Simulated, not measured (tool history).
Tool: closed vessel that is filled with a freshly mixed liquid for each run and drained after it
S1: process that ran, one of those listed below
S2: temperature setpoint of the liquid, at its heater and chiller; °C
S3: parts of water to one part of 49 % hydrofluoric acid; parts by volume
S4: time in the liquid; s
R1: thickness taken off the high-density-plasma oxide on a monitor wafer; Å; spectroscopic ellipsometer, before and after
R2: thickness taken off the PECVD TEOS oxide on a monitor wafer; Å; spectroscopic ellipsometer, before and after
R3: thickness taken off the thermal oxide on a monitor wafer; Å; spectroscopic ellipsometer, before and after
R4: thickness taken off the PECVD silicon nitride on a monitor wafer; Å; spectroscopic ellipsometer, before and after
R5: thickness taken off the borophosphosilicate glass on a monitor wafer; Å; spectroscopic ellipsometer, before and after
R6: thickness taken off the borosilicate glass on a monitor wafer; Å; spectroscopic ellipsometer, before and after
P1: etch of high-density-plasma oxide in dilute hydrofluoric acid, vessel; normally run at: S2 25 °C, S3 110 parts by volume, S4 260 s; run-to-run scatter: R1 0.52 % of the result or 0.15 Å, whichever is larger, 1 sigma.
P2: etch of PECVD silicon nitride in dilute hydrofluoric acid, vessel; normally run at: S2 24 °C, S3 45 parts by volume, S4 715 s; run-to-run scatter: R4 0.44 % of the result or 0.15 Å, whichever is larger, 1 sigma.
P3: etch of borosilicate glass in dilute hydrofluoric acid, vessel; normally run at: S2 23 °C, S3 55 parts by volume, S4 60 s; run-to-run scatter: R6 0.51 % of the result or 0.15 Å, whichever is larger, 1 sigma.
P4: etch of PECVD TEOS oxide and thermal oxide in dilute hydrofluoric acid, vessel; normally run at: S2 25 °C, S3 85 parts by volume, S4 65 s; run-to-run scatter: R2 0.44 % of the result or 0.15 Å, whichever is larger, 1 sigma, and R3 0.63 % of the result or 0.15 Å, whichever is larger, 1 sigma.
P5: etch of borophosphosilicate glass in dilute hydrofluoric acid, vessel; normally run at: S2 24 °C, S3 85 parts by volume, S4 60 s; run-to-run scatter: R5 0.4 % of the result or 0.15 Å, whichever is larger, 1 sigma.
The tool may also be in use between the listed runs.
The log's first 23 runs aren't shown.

run,hour,S1,S2,S3,S4,R1,R2,R3,R4,R5,R6
24,149,P3,23,55,30,,,,,,264.85
25,153.9,P1,25,110,260,126.19,,,,,
26,160.8,P1,25,40,260,381.79,,,,,
27,169.2,P1,25,110,260,125.92,,,,,
28,175.3,P5,24,85,95,,,,,444.36,
29,181.7,P1,25,110,135,64.854,,,,,
30,190,P4,29.5,85,65,,151.12,45.208,,,
31,194.4,P1,25,110,260,125.36,,,,,
32,202.4,P1,25,110,260,129.66,,,,,

Forecast run 33:
33,207.1,P1,25,110,260,?,,,,,

{"run 33": {"R1": 131.28}}
